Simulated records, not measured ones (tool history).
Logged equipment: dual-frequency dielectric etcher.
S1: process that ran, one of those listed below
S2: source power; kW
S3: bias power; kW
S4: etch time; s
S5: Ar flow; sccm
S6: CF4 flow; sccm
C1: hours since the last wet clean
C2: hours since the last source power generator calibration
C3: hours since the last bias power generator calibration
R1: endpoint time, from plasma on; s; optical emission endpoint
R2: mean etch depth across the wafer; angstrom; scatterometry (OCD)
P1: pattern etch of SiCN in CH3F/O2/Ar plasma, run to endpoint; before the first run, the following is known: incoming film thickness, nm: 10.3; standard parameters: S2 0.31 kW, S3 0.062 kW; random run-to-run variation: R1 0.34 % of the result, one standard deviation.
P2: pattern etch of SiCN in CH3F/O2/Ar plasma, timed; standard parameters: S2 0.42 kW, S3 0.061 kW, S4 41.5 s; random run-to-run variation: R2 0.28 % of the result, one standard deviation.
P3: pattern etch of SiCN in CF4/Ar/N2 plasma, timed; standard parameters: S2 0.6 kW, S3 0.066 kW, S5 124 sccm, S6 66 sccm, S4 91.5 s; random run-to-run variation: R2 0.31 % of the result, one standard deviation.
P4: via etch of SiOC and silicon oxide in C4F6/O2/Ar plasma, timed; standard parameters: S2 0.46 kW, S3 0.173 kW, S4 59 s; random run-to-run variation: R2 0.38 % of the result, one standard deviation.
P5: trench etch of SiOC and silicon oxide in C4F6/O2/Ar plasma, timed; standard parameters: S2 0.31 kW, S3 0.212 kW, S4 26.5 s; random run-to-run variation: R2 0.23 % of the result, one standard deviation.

| run | hour | S1 | S2 | S3 | S4 | S5 | S6 | C1 | C2 | C3 | R1 | R2 |
|---|---|---|---|---|---|---|---|---|---|---|---|---|
| 1 | 16.4 | P1 | 0.31 | 0.062 |  |  |  | 67.4 | 1123.1 | 692.4 | 31.855 |  |
| 2 | 27.3 | P4 | 0.46 | 0.115 | 59 |  |  | 78.3 | 1134 | 703.3 |  | 622.93 |
| 3 | 35.9 | P1 | 0.24 | 0.062 |  |  |  | 86.9 | 1142.6 | 711.9 | 34.913 |  |
| 4 | 45.7 | P2 | 0.42 | 0.061 | 56 |  |  | 96.7 | 1152.4 | 721.7 |  | 201.05 |
| 5 | 55.6 | P1 | 0.31 | 0.039 |  |  |  | 106.6 | 1162.3 | 731.6 | 37.046 |  |
| 6 | 68.5 | P4 | 0.61 | 0.173 | 59 |  |  | 119.5 | 1175.2 | 744.5 |  | 782.99 |
| 7 | 83.7 | P2 | 0.42 | 0.061 | 41.5 |  |  | 134.7 | 1190.4 | 759.7 |  | 148.79 |
| 8 | 93.3 | P2 | 0.42 | 0.074 | 41.5 |  |  | 144.3 | 1200 | 769.3 |  | 159.61 |
| 9 | 102.1 | P4 | 0.46 | 0.173 | 59 |  |  | 153.1 | 1208.8 | 778.1 |  | 695.91 |
| 10 | 110.7 | P4 | 0.46 | 0.173 | 59 |  |  | 161.7 | 1217.4 | 786.7 |  | 701.38 |
| 11 | 125.8 | P5 | 0.31 | 0.212 | 15.5 |  |  | 176.8 | 1232.5 | 801.8 |  | 299.1 |
| 12 | 133.7 | P3 | 0.6 | 0.066 | 91.5 | 124 | 66 | 184.7 | 1240.4 | 809.7 |  | 908.2 |
| 13 | 145.2 | P1 | 0.31 | 0.062 |  |  |  | 196.2 | 1251.9 | 821.2 | 31.908 |  |
| 14 | 152.7 | P3 | 0.77 | 0.066 | 91.5 | 124 | 66 | 203.7 | 1259.4 | 828.7 |  | 1127.8 |
| 15 | 168.9 | P1 | 0.26 | 0.082 |  |  |  | 219.9 | 1275.6 | 844.9 | 30.534 |  |
| 16 | 178.7 | P3 | 0.6 | 0.066 | 91.5 | 124 | 44 | 229.7 | 1285.4 | 854.7 |  | 840.44 |
| 17 | 195.7 | P1 | 0.42 | 0.062 |  |  |  | 246.7 | 1302.4 | 871.7 | 28.137 |  |
| 18 | 204.8 | P5 | 0.2 | 0.212 | 26.5 |  |  | 255.8 | 1311.5 | 880.8 |  | 433.34 |
| 19 | 220.7 | P1 | 0.31 | 0.062 |  |  |  | 271.7 | 1327.4 | 896.7 | 31.926 |  |
| 20 | 234.9 | P2 | 0.26 | 0.061 | 41.5 |  |  | 285.9 | 1341.6 | 910.9 |  | 124.08 |
| 21 | 242.5 | P1 | 0.41 | 0.084 |  |  |  | 293.5 | 1349.2 | 918.5 | 25.754 |  |
| 22 | 256.1 | P5 | 0.31 | 0.264 | 26.5 |  |  | 307.1 | 1362.8 | 932.1 |  | 553.9 |
| 23 | 268.6 | P5 | 0.31 | 0.212 | 26.5 |  |  | 319.6 | 1375.3 | 944.6 |  | 510.13 |
| 24 | 284 | P1 | 0.31 | 0.081 |  |  |  | 335 | 1390.7 | 960 | 28.814 |  |
| 25 | 297 | P3 | 0.6 | 0.066 | 91.5 | 81 | 66 | 348 | 1403.7 | 973 |  | 973.89 |
| 26 | 308 | P1 | 0.31 | 0.062 |  |  |  | 359 | 1414.7 | 984 | 31.77 |  |
| 27 | 324.2 | P3 | 0.6 | 0.081 | 91.5 | 124 | 66 | 375.2 | 1430.9 | 1000.2 |  | 969.97 |
| 28 | 336.6 | P1 | 0.21 | 0.081 |  |  |  | 387.6 | 1443.3 | 1012.6 | 33.083 |  |
| 29 | 346.6 | P1 | 0.31 | 0.062 |  |  |  | 397.6 | 1453.3 | 1022.6 | 31.597 |  |
| 30 | 360.4 | P4 | 0.46 | 0.173 | 75.5 |  |  | 411.4 | 1467.1 | 1036.4 |  | 901.75 |

For run 31, what comes out?
| 31 | 374.2 | P2 | 0.42 | 0.061 | 41.5 |  |  | 425.2 | 1480.9 | 1050.2 |  | ? |

R2: 149.22 angstrom

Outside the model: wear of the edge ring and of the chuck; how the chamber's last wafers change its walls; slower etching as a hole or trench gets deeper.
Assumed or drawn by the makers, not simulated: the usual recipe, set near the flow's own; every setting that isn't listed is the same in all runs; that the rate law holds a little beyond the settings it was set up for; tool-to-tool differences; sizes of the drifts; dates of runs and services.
